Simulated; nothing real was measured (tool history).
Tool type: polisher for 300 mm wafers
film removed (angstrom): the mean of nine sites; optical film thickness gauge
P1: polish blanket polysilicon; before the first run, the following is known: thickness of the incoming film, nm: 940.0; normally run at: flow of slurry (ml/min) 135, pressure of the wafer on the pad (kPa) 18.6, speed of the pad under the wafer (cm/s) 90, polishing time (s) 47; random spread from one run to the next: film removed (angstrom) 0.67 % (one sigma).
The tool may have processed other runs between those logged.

run	hour	flow of slurry (ml/min)	pressure of the wafer on the pad (kPa)	speed of the pad under the wafer (cm/s)	polishing time (s)	wafers polished on this pad	hours since the slurry nozzle was cleaned	hours since the head pressure was calibrated	film removed (angstrom)
1	2.8	135	18.6	90	47	309	296.8	608.8	3770.2
2	5.1	135	18.6	90	47	326	299.1	611.1	3729.1
3	8.2	135	18.6	138	63	349	302.2	614.2	7723.9
4	11.2	135	18.6	90	69	371	305.2	617.2	5512.1
5	16.2	135	18.6	48	47	408	310.2	622.2	1999.9
6	18.6	135	18.6	90	47	426	312.6	624.6	3749.4
7	21	135	18.6	90	47	444	315	627	3747.7
8	24.3	135	18.6	90	47	468	318.3	630.3	3774.1
9	29.4	135	18.6	90	47	505	323.4	635.4	3794.7
10	32.7	80	18.6	90	47	530	326.7	638.7	3292.1
11	35.8	135	18.6	90	47	553	329.8	641.8	3745.9
12	40.4	135	28.3	90	47	587	334.4	646.4	5662.5
13	44.2	180	18.6	90	22	615	338.2	650.2	1861.7
14	46.7	135	18.6	90	34	633	340.7	652.7	2725
15	49.7	200	18.6	90	47	655	343.7	655.7	3978.7
16	53.8	135	10.3	90	47	685	347.8	659.8	2075.4
17	56.7	135	18.6	140	47	707	350.7	662.7	5889.3
18	61.4	135	18.6	90	47	741	355.4	667.4	3705.6
19	63.9	135	18.6	90	47	760	357.9	669.9	3674.9
20	67.5	135	18.6	90	47	786	361.5	673.5	3595.3
21	71.8	135	18.6	90	47	818	365.8	677.8	3517
22	75.1	135	18.6	90	47	843	369.1	681.1	3537.3
23	77.7	135	18.6	90	47	862	371.7	683.7	3474.4
24	81.2	135	18.6	90	47	887	375.2	687.2	3481.6
# hour 83.9: worn pad replaced by a new one
25	83.9	135	18.6	90	47	0	377.9	689.9	3507.1
26	87.8	135	18.6	90	47	28	381.8	693.8	3491.2
27	91.6	135	18.6	90	47	56	385.6	697.6	3435.9
28	96	135	18.6	90	47	89	390	702	3483.9
29	98.8	135	18.6	90	47	109	392.8	704.8	3459

Something has made what P1 gives creep away from where it was; the 2 causes below, each at its own stated size, fit the log equally well:
A: slurry flow missing at the pad, % = 29.2
B: head's pressure below its setpoint, % = 7.47
The process output started creeping at around hour 61.4.
Why every other cause is out:
removal rate lost through wear of the pad, %: was serviced at hour 83.9, once the creep was under way, yet the earlier output never came back

The 4 check runs listed below each average the results of 5 wafers, and their outcomes are marked with question marks. Under which run would the listed causes produce clearly different results?
check 1	101.6	200	18.6	90	47				?
check 2	101.6	135	18.6	54	62				?
check 3	101.6	135	13.1	90	67				?
check 4	101.6	135	18.6	108	47				?

If the cause were each of the candidates in turn, the checks would give the following:
check	result	if A	if B
check 1	film removed (angstrom)	3773.5	3685.8
check 2	film removed (angstrom)	2739.5	2739
check 3	film removed (angstrom)	3472	3471.5
check 4	film removed (angstrom)	4153.4	4152.7
How far apart the two closest causes lie, in the result that separates them most: check 1 2.35 %; check 2 0.02 %; check 3 0.02 %; check 4 0.02 %
The causes can be told apart only by check 1. The other checks would give nearly the same results under each of them.

The results of check 1 are: film removed (angstrom) 3697. Based on these, which of the listed causes is it?

B is the cause: head's pressure below its setpoint, %.
